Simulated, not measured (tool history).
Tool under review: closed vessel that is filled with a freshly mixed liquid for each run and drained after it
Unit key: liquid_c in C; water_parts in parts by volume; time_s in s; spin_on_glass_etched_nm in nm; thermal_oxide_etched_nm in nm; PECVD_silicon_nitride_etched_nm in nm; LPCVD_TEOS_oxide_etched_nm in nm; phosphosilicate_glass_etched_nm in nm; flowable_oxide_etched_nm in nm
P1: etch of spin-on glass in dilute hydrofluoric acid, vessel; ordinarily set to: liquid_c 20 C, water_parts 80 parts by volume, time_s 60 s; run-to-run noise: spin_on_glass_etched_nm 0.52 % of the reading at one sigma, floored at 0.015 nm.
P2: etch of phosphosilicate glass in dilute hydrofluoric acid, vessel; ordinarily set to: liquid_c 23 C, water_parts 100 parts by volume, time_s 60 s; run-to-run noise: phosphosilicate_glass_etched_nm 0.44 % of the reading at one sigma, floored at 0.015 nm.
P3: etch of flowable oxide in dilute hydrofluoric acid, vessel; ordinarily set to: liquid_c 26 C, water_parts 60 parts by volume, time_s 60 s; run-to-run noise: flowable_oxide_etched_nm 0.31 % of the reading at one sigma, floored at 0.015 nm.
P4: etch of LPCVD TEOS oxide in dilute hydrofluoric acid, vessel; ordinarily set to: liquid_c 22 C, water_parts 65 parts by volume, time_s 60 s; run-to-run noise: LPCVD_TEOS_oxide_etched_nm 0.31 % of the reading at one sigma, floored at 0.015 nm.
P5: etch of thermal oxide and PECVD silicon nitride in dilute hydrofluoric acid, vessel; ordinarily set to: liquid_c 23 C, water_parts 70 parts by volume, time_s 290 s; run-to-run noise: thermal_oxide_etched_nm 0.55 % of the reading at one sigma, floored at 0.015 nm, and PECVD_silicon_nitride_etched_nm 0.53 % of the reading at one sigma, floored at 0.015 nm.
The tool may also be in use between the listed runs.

run	day	process	liquid_c	water_parts	time_s	spin_on_glass_etched_nm	thermal_oxide_etched_nm	PECVD_silicon_nitride_etched_nm	LPCVD_TEOS_oxide_etched_nm	phosphosilicate_glass_etched_nm	flowable_oxide_etched_nm
1	0.217	P1	20	80	60	17.041					
2	0.704	P1	20	80	60	16.996					
3	0.921	P5	29.5	70	290		24.869	26.409			
4	1.246	P4	22	100	60				17.309		
5	1.504	P2	23	50	60					74.943	
6	1.925	P2	18.5	100	60					29.246	
7	2.167	P1	20	80	30	8.6383					
8	2.654	P3	26	110	60						17.136
9	2.975	P3	21.5	60	60						27.739
10	3.383	P1	20	80	60	17.093					
11	3.629	P3	26	60	35						19.615
12	4.042	P5	23	70	290		19.189	17.325			
13	4.35	P2	23	100	60					35.364	
14	4.683	P4	22	65	30				13.995		
15	4.971	P1	17	80	60	15.101					
16	5.333	P1	20	80	60	17.196					
17	5.704	P1	20	80	100	28.415					
18	6.179	P1	20	125	30	5.1419					
19	6.667	P1	28	80	60	23.528					
20	7.162	P1	20	80	60	17.014					
21	7.529	P5	23	70	565		37.464	33.539			
22	7.746	P1	17	140	60	8.0546					
23	8.196	P5	23	105	290		12.318	11.613			
24	8.683	P3	26	60	60						33.507
25	9.058	P1	20	80	60	17.089					
26	9.383	P3	26	60	60						33.433
27	9.642	P2	23	100	30					17.544	
28	10.138	P2	23	100	60					35.114	
29	10.525	P4	17	65	60				22.51		
30	10.8	P1	20	80	60	17.052					
31	11.258	P1	20	35	60	40.845					
32	11.546	P4	22	65	60				27.913		
33	11.946	P1	24	105	60	14.715					
34	12.338	P1	20	125	60	10.363					
35	12.829	P1	20	80	60	17.121					
36	13.217	P1	20	80	60	16.524					
37	13.667	P1	20	80	60	16.452					
38	14.133	P1	20	80	60	16.231					
39	14.45	P1	20	80	60	16.112					
40	14.667	P1	20	80	60	16.098					
41	14.954	P1	20	80	60	16.088					
42	15.204	P1	20	80	60	16.011					
43	15.671	P1	20	80	60	16.006					

The output of P1 has drifted from where it used to be. Each of the 2 causes below, taken at the size shown beside it, accounts for the log equally well:
A: hydrofluoric acid flow below the setpoint (%) = 5.29
B: liquid colder than its thermometer reads (K) = 1.42
The onset of the drift is placed at about day 12.829.

4 check runs are offered, one wafer each, their results left as question marks. Which one tells the causes apart?
check 1	16.138	P5	28.5	70	515		?	?			
check 2	16.138	P3	26	105	60						?
check 3	16.138	P2	23	100	35					?	
check 4	16.138	P4	22	90	30				?		

What each check would give under each cause:
check	result	if A	if B
check 1	thermal_oxide_etched_nm	40.019	40.188
check 1	PECVD_silicon_nitride_etched_nm	41.738	40.179
check 2	flowable_oxide_etched_nm	16.969	17.077
check 3	phosphosilicate_glass_etched_nm	19.361	19.438
check 4	LPCVD_TEOS_oxide_etched_nm	9.1821	9.2032
Distance between the nearest two causes, measured in the result of the check that separates them most: check 1 3.81 %; check 2 0.64 %; check 3 0.39 %; check 4 0.23 %
Check 1 distinguishes between the causes, while the remaining checks would return nearly the same result for all of them.

Here is what check 1 returned: thermal_oxide_etched_nm 40.323 nm; PECVD_silicon_nitride_etched_nm 41.702 nm. Which cause is it?

A is the cause: hydrofluoric acid flow below the setpoint (%).

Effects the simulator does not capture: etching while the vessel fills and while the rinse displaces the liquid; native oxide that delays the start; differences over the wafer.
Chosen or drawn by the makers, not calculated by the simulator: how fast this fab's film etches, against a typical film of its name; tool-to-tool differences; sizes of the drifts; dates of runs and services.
